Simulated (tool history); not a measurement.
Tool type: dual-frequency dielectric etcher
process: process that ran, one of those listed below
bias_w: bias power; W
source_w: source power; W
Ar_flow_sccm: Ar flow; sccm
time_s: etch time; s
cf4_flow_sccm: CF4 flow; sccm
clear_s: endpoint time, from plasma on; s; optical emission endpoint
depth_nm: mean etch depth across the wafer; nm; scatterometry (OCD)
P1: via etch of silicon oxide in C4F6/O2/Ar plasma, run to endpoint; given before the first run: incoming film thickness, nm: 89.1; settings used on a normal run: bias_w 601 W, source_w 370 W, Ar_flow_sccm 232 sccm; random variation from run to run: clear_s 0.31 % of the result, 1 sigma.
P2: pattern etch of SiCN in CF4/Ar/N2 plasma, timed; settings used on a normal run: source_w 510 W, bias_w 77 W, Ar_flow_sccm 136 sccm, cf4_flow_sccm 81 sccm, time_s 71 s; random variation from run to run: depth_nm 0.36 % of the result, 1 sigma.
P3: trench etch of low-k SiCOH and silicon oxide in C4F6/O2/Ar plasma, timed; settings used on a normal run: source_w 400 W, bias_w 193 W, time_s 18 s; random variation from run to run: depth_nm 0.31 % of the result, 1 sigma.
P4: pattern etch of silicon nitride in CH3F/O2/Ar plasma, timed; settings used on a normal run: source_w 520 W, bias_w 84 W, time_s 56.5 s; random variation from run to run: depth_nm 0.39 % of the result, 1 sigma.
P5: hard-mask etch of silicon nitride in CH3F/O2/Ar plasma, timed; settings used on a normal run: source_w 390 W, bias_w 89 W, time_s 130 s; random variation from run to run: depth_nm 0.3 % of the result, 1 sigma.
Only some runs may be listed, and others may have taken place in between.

run	day	process	bias_w	source_w	Ar_flow_sccm	time_s	cf4_flow_sccm	hours since the last wet clean	hours since the last bias power generator calibration	hours since the last source power generator calibration	hours since the last Ar flow controller change	clear_s	depth_nm
1	0.2	P1	601	370	232			308.7	1657.1	3017.7	993.6	18.833	
2	0.362	P3	135	400		18		312.6	1661	3021.6	997.5		51.003
3	0.496	P4	84	520		56.5		315.8	1664.2	3024.8	1000.7		46.926
4	0.625	P1	601	370	174			318.9	1667.3	3027.9	1003.8	18.118	
5	0.8	P2	77	510	136	71	81	323.1	1671.5	3032.1	1008		67.558
6	0.921	P1	601	460	312			326	1674.4	3035	1010.9	17.971	
7	1.033	P5	89	390		130		328.7	1677.1	3037.7	1013.6		96.873
8	1.142	P2	77	640	136	71	81	331.3	1679.7	3040.3	1016.2		82.521
9	1.379	P2	77	510	83	71	81	337	1685.4	3046	1021.9		72.483
10	1.496	P4	52	520		56.5		339.8	1688.2	3048.8	1024.7		40.068
11	1.604	P1	601	370	232			342.4	1690.8	3051.4	1027.3	18.762	
12	1.742	P2	77	510	136	86.5	81	345.7	1694.1	3054.7	1030.6		81.842
13	1.921	P1	742	370	232			350	1698.4	3059	1034.9	17.34	
14	2.025	P5	89	390		130		352.5	1700.9	3061.5	1037.4		96.485
15	2.146	P2	77	510	136	71	81	355.4	1703.8	3064.4	1040.3		67.763
16	2.317	P4	84	730		56.5		359.5	1707.9	3068.5	1044.4		53.238
17	2.554	P1	601	490	232			365.2	1713.6	3074.2	1050.1	16.901	
18	2.675	P1	493	370	232			368.1	1716.5	3077.1	1053	20.178	
19	2.842	P4	84	520		32.5		372.1	1720.5	3081.1	1057		27.025
20	3.038	P1	601	300	232			376.8	1725.2	3085.8	1061.7	20.295	
21	3.217	P5	58	390		130		381.1	1729.5	3090.1	1066		83.706
22	3.412	P3	193	490		18		385.8	1734.2	3094.8	1070.7		61.831
23	3.638	P3	193	400		18		391.2	1739.6	3100.2	1076.1		56.804
24	3.783	P3	193	400		13		394.7	1743.1	3103.7	1079.6		41.268
25	3.933	P1	601	370	232			398.3	1746.7	3107.3	1083.2	18.838	
26	4.175	P4	84	520		56.5		404.1	1752.5	3113.1	1089		47.006
27	4.321	P1	601	370	232			407.6	1756	3116.6	1092.5	18.743	
28	4.525	P2	77	510	136	71	52	412.5	1760.9	3121.5	1097.4		63.202
29	4.688	P5	89	390		88		416.4	1764.8	3125.4	1101.3		65.515
30	4.85	P5	89	270		130		420.3	1768.7	3129.3	1105.2		84.937
31	5.058	P1	601	370	232			425.3	1773.7	3134.3	1110.2	18.814	
32	5.175	P2	104	510	136	71	81	428.1	1776.5	3137.1	1113		75.169
33	5.362	P1	601	370	284			432.6	1781	3141.6	1117.5	19.189	
34	5.533	P1	601	370	232			436.7	1785.1	3145.7	1121.6	18.831	
35	5.683	P1	601	370	232			440.3	1788.7	3149.3	1125.2	18.667	
36	5.883	P1	601	370	232			445.1	1793.5	3154.1	1130	18.455	
# day 5.904: Ar flow controller replaced
# day 5.912: wet clean of the chamber
37	6.008	P1	601	370	232			2.4	1796.5	3157.1	2.6	18.516	
38	6.129	P1	601	370	232			5.3	1799.4	3160	5.5	18.476	
39	6.3	P1	601	370	232			9.4	1803.5	3164.1	9.6	18.509	
40	6.429	P1	601	370	232			12.5	1806.6	3167.2	12.7	18.496	

The output of P1 has drifted from where it used to be. Each of the 2 causes below, taken at the size shown beside it, accounts for the log equally well:
A: bias power that arrives over what is set, % = 4.1
B: source power that arrives over what is set, % = 4.33
At approximately day 5.533, the process output began to creep.
The rest of the possible causes, and what rules out each one:
chamber walls in a state that raises the etch rate, %: its service at day 5.912 followed the start of the drift and did not put the process back to its old value
Ar flow that arrives under what is set, %: its service at day 5.904 followed the start of the drift and did not put the process back to its old value

You are offered 4 check runs, listed below with question marks in place of their results; each one averages 2 wafers. Which run separates the listed causes by giving clearly different results for each?
check 1	6.558	P3	193	400		18							?
check 2	6.558	P5	89	390		130							?
check 3	6.558	P2	77	510	136	71	81						?
check 4	6.558	P4	84	520		56.5							?

Expected result of each check under each candidate cause:
check	result	if A	if B
check 1	depth_nm	57.629	57.832
check 2	depth_nm	98.488	98.622
check 3	depth_nm	68.434	70.005
check 4	depth_nm	47.55	47.645
Distance between the nearest two causes, measured in the result of the check that separates them most: check 1 0.35 %; check 2 0.14 %; check 3 2.27 %; check 4 0.2 %
Check 3 tells the causes apart: in the others they would give nearly the same result.

After running check 3, the following was obtained: depth_nm 68.287 nm. Which cause does this point to?

Of the candidate causes, it is A: bias power that arrives over what is set, %.

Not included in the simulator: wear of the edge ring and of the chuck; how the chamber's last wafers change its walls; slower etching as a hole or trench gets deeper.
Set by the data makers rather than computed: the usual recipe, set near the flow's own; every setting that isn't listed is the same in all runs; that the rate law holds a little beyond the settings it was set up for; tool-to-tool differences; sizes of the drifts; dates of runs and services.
